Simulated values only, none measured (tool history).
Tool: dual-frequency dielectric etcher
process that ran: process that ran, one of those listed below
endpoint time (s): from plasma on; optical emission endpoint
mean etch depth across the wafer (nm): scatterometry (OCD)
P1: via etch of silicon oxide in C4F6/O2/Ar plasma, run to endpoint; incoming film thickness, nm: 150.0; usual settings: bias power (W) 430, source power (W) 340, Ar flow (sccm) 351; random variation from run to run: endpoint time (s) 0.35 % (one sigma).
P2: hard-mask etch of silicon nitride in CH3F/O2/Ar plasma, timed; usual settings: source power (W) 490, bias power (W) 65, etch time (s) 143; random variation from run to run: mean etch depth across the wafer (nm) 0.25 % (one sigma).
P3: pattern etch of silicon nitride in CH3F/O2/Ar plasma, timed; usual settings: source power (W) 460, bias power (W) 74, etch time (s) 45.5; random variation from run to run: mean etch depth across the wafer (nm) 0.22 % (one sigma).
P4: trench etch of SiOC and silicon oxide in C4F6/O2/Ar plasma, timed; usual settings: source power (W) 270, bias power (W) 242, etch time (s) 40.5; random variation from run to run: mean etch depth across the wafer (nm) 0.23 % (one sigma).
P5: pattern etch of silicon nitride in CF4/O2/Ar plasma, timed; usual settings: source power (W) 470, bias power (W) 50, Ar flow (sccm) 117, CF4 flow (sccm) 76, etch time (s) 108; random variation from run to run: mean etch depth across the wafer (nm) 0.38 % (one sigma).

run,hour,process that ran,bias power (W),source power (W),Ar flow (sccm),CF4 flow (sccm),etch time (s),endpoint time (s),mean etch depth across the wafer (nm)
1,5.3,P1,430,340,351,,,36.963,
2,11.3,P1,430,340,463,,,38.19,
3,16.6,P5,50,470,117,104,108,,190.96
4,20.5,P1,430,340,351,,,36.803,
5,27.1,P5,50,470,117,76,108,,182.88
6,31.9,P1,297,420,351,,,38.709,
7,36,P3,48,460,,,45.5,,29.818
8,42.4,P5,50,470,117,76,153.5,,259.61
9,45.8,P2,46,490,,,143,,90.514
10,51.7,P4,242,270,,,40.5,,77.408
11,57.8,P4,342,270,,,40.5,,87.199
12,61.1,P5,50,340,117,76,108,,138.36
13,66.7,P1,430,270,351,,,40.165,
14,71,P3,74,460,,,33.5,,25.154
15,74.4,P3,74,640,,,45.5,,38.802
16,81,P1,430,340,351,,,36.972,
17,87.6,P1,610,340,351,,,32.134,
18,93.4,P1,430,450,351,,,33.293,
19,98,P5,50,470,92,76,108,,188.45
20,104.3,P1,430,340,351,,,36.589,
21,107.9,P4,242,190,,,40.5,,67.556
22,112.4,P2,65,360,,,143,,89.749
23,117.3,P1,430,340,276,,,36.058,
24,121.4,P1,308,230,351,,,48.157,
25,126.5,P2,65,490,,,143,,100.66
26,132.3,P3,74,460,,,45.5,,34.174
27,135.4,P4,242,270,,,23.5,,44.932
28,138.3,P1,342,340,351,,,39.87,
29,142.3,P5,34,470,117,76,108,,157.2
30,146.1,P5,50,470,117,76,108,,183.06
31,152.6,P2,65,490,,,99,,69.886
32,156,P1,430,340,351,,,36.844,
33,160.4,P1,430,340,351,,,36.611,
34,166.4,P1,430,340,351,,,36.171,
35,171.2,P1,430,340,351,,,36.047,
# hour 174.8: Ar flow controller replaced
36,177.4,P1,430,340,351,,,36.366,
37,183.6,P1,430,340,351,,,36.116,
# hour 187.7: wet clean of the chamber
38,190.1,P1,430,340,351,,,36.288,
39,196.3,P1,430,340,351,,,36.383,
40,199.9,P1,430,340,351,,,36.248,

What P1 gives has crept away from where it was. These 2 causes fit the log equally well, each at the size given:
A: source power that arrives over what is set, % = 4.81
B: bias power that arrives over what is set, % = 4.81
The creep began at about hour 156.
Why every other cause is out:
chamber walls in a state that raises the etch rate, %: serviced at hour 187.7, which brought nothing back
Ar flow that arrives under what is set, %: serviced at hour 174.8, which brought nothing back

4 check runs are offered, each on 2 wafers whose results are averaged, their results left as question marks. Which one tells the causes apart?
check 1,203.5,P3,74,460,,,45.5,,?
check 2,203.5,P5,50,470,117,76,108,,?
check 3,203.5,P2,65,490,,,143,,?
check 4,203.5,P4,242,270,,,40.5,,?

What each check would give under each cause:
check,result,if A,if B
check 1,mean etch depth across the wafer (nm),34.823,34.762
check 2,mean etch depth across the wafer (nm),190.43,186.33
check 3,mean etch depth across the wafer (nm),102.6,102.35
check 4,mean etch depth across the wafer (nm),78.636,78.512
How far apart the two closest causes lie, in the result that separates them most: check 1 0.18 %; check 2 2.18 %; check 3 0.25 %; check 4 0.16 %
Only check 2 tells the causes apart: in the others they would give nearly the same result.

Check 2 was then run and gave: mean etch depth across the wafer (nm) 190.06. Which cause is it?

It is A: source power that arrives over what is set, %.

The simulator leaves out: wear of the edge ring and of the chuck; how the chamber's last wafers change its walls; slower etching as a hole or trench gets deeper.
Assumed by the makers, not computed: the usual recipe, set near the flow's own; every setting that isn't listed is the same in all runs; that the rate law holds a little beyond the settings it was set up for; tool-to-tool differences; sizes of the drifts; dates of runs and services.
